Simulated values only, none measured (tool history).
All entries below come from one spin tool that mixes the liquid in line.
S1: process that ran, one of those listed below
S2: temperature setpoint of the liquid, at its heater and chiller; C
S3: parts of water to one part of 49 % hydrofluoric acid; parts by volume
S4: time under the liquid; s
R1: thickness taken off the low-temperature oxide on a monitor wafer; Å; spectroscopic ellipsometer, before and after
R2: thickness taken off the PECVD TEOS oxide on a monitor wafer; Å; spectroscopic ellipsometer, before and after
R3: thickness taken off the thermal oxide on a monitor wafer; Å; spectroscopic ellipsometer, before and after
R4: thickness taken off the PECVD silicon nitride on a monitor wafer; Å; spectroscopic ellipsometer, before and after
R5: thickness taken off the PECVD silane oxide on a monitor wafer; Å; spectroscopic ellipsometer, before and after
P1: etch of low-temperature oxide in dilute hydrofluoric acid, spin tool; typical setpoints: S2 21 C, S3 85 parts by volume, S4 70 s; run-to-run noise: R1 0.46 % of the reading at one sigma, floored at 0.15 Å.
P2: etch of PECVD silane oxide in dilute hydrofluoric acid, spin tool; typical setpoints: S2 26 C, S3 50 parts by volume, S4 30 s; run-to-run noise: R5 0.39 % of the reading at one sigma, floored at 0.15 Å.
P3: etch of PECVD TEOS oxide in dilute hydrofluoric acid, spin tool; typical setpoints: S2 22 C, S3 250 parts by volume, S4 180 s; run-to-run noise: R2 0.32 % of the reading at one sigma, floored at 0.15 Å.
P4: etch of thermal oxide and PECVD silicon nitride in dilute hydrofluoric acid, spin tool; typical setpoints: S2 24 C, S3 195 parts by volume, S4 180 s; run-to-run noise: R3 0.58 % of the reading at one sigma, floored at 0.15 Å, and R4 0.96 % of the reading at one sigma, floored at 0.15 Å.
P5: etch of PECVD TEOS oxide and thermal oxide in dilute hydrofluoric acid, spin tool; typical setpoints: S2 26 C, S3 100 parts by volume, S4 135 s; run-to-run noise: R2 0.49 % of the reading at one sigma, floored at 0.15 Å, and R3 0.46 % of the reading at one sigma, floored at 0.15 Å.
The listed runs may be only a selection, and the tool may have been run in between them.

run,hour,S1,S2,S3,S4,R1,R2,R3,R4,R5
1,9.3,P1,21,85,70,137.07,,,,
2,20.2,P5,30,100,135,,354.49,77.507,,
3,28,P1,21,150,70,72.09,,,,
4,35,P5,26,100,135,,306.21,66.461,,
5,41.1,P1,21,55,70,218.79,,,,
6,48.1,P5,26,100,135,,304.06,66.551,,
7,56.4,P4,24,45,180,,,204.23,100.04,
8,64.7,P1,21,85,40,78.747,,,,
9,74.8,P1,21,85,70,137,,,,
# hour 78.3: thermometer replaced
10,87.1,P3,22,250,260,,153.84,,,
11,98.4,P5,26,100,65,,146.92,32.051,,
12,108.6,P1,21,85,70,136.69,,,,
13,118.4,P3,22,250,180,,106.69,,,
14,131.4,P4,24,195,55,,,12.11,7.1113,
15,138.8,P1,21,30,20,119.04,,,,
16,146.4,P1,17,85,20,32.971,,,,
17,152.5,P1,21,85,70,137.25,,,,
18,159.4,P2,26,50,30,,,,,135.87
19,166.6,P3,22,65,180,,503.31,,,
20,176.6,P1,21,85,70,137.13,,,,
21,188.1,P2,26,30,30,,,,,232.42
22,200.1,P1,21,85,125,245.78,,,,
23,212.9,P2,26,50,30,,,,,134.83
24,225.9,P1,17,85,70,116.23,,,,
25,236.2,P3,29,250,180,,136.22,,,
26,246.6,P2,33,50,30,,,,,177.63
27,255.3,P4,24,195,180,,,39.451,23.458,
28,264.9,P4,24,195,180,,,39.526,23.55,
29,275.3,P3,22,250,180,,106.95,,,
30,288.1,P5,26,35,135,,946.59,208.22,,
31,301,P1,24.5,85,70,157.78,,,,
32,308.2,P1,17,85,115,190.09,,,,
33,318.5,P1,21,85,70,137.07,,,,
34,330,P2,26,50,15,,,,,67.773
35,335.8,P4,28,195,180,,,45.259,30.626,
36,344.1,P1,21,85,70,137.07,,,,
37,355.7,P1,21,85,70,139.96,,,,
38,366.3,P1,21,85,70,143.48,,,,
39,373.9,P1,21,85,70,143.27,,,,
40,381.8,P1,21,85,70,143.59,,,,
41,394.1,P1,21,85,70,145.02,,,,
42,402.7,P1,21,85,70,144.21,,,,
43,415,P1,21,85,70,145.46,,,,

What P1 gives has crept off from where it sat before. The 2 causes that follow fit the log equally well, each at the size noted:
A: liquid hotter than its thermometer reads (K) = 1.41
B: hydrofluoric acid flow above the setpoint (%) = 5.39
At approximately hour 344.1, the process output began to creep.

Below are 4 check runs, each averaged over 3 wafers, with their results shown as question marks. Which of them would give clearly different results depending on which cause is behind the drift?
check 1,427.3,P2,32.5,50,30,,,,,?
check 2,427.3,P5,26,45,75,,?,?,,
check 3,427.3,P4,24,45,180,,,?,?,
check 4,427.3,P3,22,85,180,,?,,,

If the cause were each of the candidates in turn, the checks would give the following:
check,result,if A,if B
check 1,R5,184.58,185.1
check 2,R2,428.49,427.91
check 2,R3,93.779,93.652
check 3,R3,216.18,215.66
check 3,R4,109.55,104.88
check 4,R2,396.01,396.26
Per check, the gap between the least separated pair of causes, taken in the result that splits them most: check 1 0.28 %; check 2 0.14 %; check 3 4.36 %; check 4 0.06 %
Check 3 distinguishes between the causes, while the remaining checks would return nearly the same result for all of them.

With check 3 done, the readings were: R3 215.97 Å; R4 104.64 Å. Identify which of the listed causes applies.

Of the candidate causes, it is B: hydrofluoric acid flow above the setpoint (%).
